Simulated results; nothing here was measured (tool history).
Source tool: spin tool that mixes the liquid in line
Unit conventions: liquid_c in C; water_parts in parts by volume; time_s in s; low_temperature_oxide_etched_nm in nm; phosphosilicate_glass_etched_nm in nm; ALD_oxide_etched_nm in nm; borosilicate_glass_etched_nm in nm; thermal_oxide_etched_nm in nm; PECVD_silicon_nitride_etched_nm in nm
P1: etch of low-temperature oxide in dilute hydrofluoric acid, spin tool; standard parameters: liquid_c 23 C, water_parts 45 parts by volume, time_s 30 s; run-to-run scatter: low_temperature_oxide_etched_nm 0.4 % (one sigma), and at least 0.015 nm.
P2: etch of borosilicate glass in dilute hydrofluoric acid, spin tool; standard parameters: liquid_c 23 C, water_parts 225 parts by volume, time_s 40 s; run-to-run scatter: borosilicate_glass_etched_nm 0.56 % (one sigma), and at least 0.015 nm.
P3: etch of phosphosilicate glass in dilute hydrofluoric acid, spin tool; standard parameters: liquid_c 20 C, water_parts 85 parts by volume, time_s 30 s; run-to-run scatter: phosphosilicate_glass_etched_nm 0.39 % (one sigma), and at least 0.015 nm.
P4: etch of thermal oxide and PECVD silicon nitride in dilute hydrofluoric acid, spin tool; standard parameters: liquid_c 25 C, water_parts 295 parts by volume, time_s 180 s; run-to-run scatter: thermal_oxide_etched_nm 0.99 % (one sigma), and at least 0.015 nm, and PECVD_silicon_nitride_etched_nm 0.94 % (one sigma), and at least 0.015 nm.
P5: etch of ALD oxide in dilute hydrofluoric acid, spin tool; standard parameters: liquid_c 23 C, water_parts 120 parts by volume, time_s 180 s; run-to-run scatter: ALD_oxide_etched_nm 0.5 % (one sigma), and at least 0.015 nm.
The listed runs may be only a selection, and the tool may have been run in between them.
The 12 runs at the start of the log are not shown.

run,hour,process,liquid_c,water_parts,time_s,low_temperature_oxide_etched_nm,phosphosilicate_glass_etched_nm,ALD_oxide_etched_nm,borosilicate_glass_etched_nm,thermal_oxide_etched_nm,PECVD_silicon_nitride_etched_nm
13,118.5,P1,23,20,30,31.955,,,,,
14,128.7,P4,30.5,295,180,,,,,2.852,3.4621
15,134.5,P2,23,225,40,,,,5.7681,,
16,140.5,P5,23,120,180,,,16.761,,,
17,148.1,P1,23,45,30,13.691,,,,,
18,158.7,P2,17,225,40,,,,4.5749,,
19,170.1,P2,23,225,15,,,,2.1643,,
20,180.5,P4,25,295,60,,,,,0.76217,0.82442
# hour 181.5: hydrofluoric acid flow meter replaced
21,190.3,P5,23,30,180,,,74.281,,,

Expected results for the next run?
22,196.4,P1,23,45,30,?,,,,,

low_temperature_oxide_etched_nm: 13.747 nm
